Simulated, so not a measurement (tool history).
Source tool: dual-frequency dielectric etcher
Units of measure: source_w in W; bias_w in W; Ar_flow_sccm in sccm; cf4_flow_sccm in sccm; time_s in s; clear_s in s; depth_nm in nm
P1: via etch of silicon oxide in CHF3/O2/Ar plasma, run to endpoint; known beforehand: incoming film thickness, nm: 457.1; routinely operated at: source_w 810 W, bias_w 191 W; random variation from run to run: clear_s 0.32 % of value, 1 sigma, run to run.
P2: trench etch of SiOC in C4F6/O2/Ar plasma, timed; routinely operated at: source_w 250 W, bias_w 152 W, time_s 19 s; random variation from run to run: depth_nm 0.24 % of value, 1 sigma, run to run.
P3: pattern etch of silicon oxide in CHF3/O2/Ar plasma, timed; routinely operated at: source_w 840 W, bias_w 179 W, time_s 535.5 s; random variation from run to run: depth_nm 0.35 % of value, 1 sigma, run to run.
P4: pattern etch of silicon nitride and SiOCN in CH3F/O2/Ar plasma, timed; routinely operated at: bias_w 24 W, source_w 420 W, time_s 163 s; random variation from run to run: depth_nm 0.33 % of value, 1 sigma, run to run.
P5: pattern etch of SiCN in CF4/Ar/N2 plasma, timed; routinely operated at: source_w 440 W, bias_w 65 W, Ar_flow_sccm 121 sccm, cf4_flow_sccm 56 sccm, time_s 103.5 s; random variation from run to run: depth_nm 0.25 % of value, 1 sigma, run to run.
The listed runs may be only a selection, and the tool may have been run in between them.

| run | day | process | source_w | bias_w | Ar_flow_sccm | cf4_flow_sccm | time_s | hours since the last wet clean | hours since the last source power generator calibration | hours since the last bias power generator calibration | clear_s | depth_nm |
|---|---|---|---|---|---|---|---|---|---|---|---|---|
| 1 | 0.354 | P1 | 810 | 191 |  |  |  | 108.4 | 855.6 | 2175.9 | 193.76 |  |
| 2 | 0.838 | P5 | 440 | 65 | 121 | 56 | 103.5 | 120 | 867.2 | 2187.5 |  | 77.081 |
| 3 | 1.2 | P3 | 840 | 110 |  |  | 535.5 | 128.7 | 875.9 | 2196.2 |  | 1064.9 |
| 4 | 1.554 | P5 | 440 | 65 | 121 | 76 | 103.5 | 137.2 | 884.4 | 2204.7 |  | 81.192 |
| 5 | 1.821 | P1 | 810 | 191 |  |  |  | 143.6 | 890.8 | 2211.1 | 193.92 |  |
| 6 | 2.142 | P2 | 340 | 152 |  |  | 19 | 151.3 | 898.5 | 2218.8 |  | 35.12 |
|  | 2.308 | source power generator calibrated |
| 7 | 2.45 | P3 | 840 | 179 |  |  | 707.5 | 158.7 | 3.4 | 2226.2 |  | 1640 |
| 8 | 3 | P1 | 1010 | 191 |  |  |  | 171.9 | 16.6 | 2239.4 | 178.71 |  |
| 9 | 3.379 | P1 | 810 | 191 |  |  |  | 181 | 25.7 | 2248.5 | 194.55 |  |
| 10 | 3.671 | P5 | 440 | 65 | 121 | 56 | 61.5 | 188 | 32.7 | 2255.5 |  | 45.818 |
| 11 | 4.067 | P2 | 250 | 195 |  |  | 19 | 197.5 | 42.2 | 2265 |  | 33.671 |
| 12 | 4.329 | P4 | 420 | 24 |  |  | 227.5 | 203.8 | 48.5 | 2271.3 |  | 31.979 |
| 13 | 4.725 | P3 | 840 | 179 |  |  | 535.5 | 213.3 | 58 | 2280.8 |  | 1236.1 |
| 14 | 5.133 | P1 | 1120 | 135 |  |  |  | 223.1 | 67.8 | 2290.6 | 191.57 |  |
| 15 | 5.604 | P1 | 810 | 191 |  |  |  | 234.4 | 79.1 | 2301.9 | 194.82 |  |
| 16 | 5.875 | P1 | 540 | 191 |  |  |  | 240.9 | 85.6 | 2308.4 | 227.46 |  |
| 17 | 6.183 | P5 | 440 | 65 | 121 | 56 | 103.5 | 248.3 | 93 | 2315.8 |  | 76.748 |
| 18 | 6.625 | P5 | 440 | 49 | 121 | 56 | 103.5 | 258.9 | 103.6 | 2326.4 |  | 69.677 |
| 19 | 7.017 | P1 | 810 | 191 |  |  |  | 268.3 | 113 | 2335.8 | 193.9 |  |
| 20 | 7.588 | P5 | 440 | 65 | 96 | 56 | 103.5 | 282 | 126.7 | 2349.5 |  | 80.001 |
| 21 | 8.15 | P4 | 510 | 24 |  |  | 163 | 295.5 | 140.2 | 2363 |  | 24.482 |
| 22 | 8.638 | P2 | 250 | 152 |  |  | 23.5 | 307.2 | 151.9 | 2374.7 |  | 38.613 |
| 23 | 8.921 | P4 | 420 | 14 |  |  | 163 | 314 | 158.7 | 2381.5 |  | 18.289 |
| 24 | 9.221 | P4 | 420 | 24 |  |  | 163 | 321.2 | 165.9 | 2388.7 |  | 22.812 |
| 25 | 9.625 | P1 | 810 | 112 |  |  |  | 330.9 | 175.6 | 2398.4 | 229.46 |  |
| 26 | 10.025 | P2 | 250 | 152 |  |  | 19 | 340.5 | 185.2 | 2408 |  | 31.025 |
| 27 | 10.538 | P1 | 810 | 231 |  |  |  | 352.8 | 197.5 | 2420.3 | 181.73 |  |
| 28 | 10.796 | P5 | 590 | 65 | 121 | 56 | 103.5 | 359 | 203.7 | 2426.5 |  | 99.328 |
| 29 | 11.133 | P3 | 620 | 179 |  |  | 535.5 | 367.1 | 211.8 | 2434.6 |  | 1111.5 |
| 30 | 11.554 | P1 | 810 | 191 |  |  |  | 377.2 | 221.9 | 2444.7 | 194.36 |  |
| 31 | 11.825 | P1 | 810 | 191 |  |  |  | 383.7 | 228.4 | 2451.2 | 193.99 |  |
| 32 | 12.142 | P1 | 810 | 191 |  |  |  | 391.3 | 236 | 2458.8 | 192.28 |  |
|  | 12.608 | wet clean of the chamber |
| 33 | 12.638 | P1 | 810 | 191 |  |  |  | 0.8 | 247.9 | 2470.7 | 192.07 |  |
| 34 | 13.192 | P1 | 810 | 191 |  |  |  | 14.1 | 261.2 | 2484 | 191.78 |  |
| 35 | 13.542 | P1 | 810 | 191 |  |  |  | 22.5 | 269.6 | 2492.4 | 191.85 |  |
| 36 | 14.017 | P1 | 810 | 191 |  |  |  | 33.9 | 281 | 2503.8 | 191.86 |  |
| 37 | 14.262 | P1 | 810 | 191 |  |  |  | 39.8 | 286.9 | 2509.7 | 190.99 |  |
| 38 | 14.529 | P1 | 810 | 191 |  |  |  | 46.2 | 293.3 | 2516.1 | 191.62 |  |

The log shows P1 creeping away from where it was. Any of the 2 causes listed here, at the size stated for it, fits the log just as well as the others:
A: source power that arrives over what is set, % = 4.31
B: bias power that arrives over what is set, % = 4.96
The onset of the drift is placed at about day 11.554.
All other causes, with the reason each is excluded:
chamber walls in a state that raises the etch rate, %: serviced at day 12.608, which brought nothing back

Which of the 4 check runs listed below separates the causes, so that each cause would produce a clearly different result? Each run uses one wafer, and its results are marked with question marks.
| check 1 | 14.796 | P2 | 310 | 152 |  |  | 19 |  |  |  |  | ? |
| check 2 | 14.796 | P5 | 570 | 65 | 103 | 56 | 103.5 |  |  |  |  | ? |
| check 3 | 14.796 | P4 | 420 | 16 |  |  | 163 |  |  |  |  | ? |
| check 4 | 14.796 | P3 | 840 | 131 |  |  | 636 |  |  |  |  | ? |

If the cause were each of the candidates in turn, the checks would give the following:
| check | result | if A | if B |
|---|---|---|---|
| check 1 | depth_nm | 34.515 | 34.468 |
| check 2 | depth_nm | 103 | 100.94 |
| check 3 | depth_nm | 19.492 | 19.587 |
| check 4 | depth_nm | 1355 | 1352.6 |
Separation of the two closest causes in each check, using whichever result separates them best: check 1 0.14 %; check 2 2.02 %; check 3 0.49 %; check 4 0.17 %
The causes can be told apart only by check 2. The other checks would give nearly the same results under each of them.

Check 2 has now been run. It gave: depth_nm 100.84 nm. Which of the candidate causes is it?

B is the cause: bias power that arrives over what is set, %.

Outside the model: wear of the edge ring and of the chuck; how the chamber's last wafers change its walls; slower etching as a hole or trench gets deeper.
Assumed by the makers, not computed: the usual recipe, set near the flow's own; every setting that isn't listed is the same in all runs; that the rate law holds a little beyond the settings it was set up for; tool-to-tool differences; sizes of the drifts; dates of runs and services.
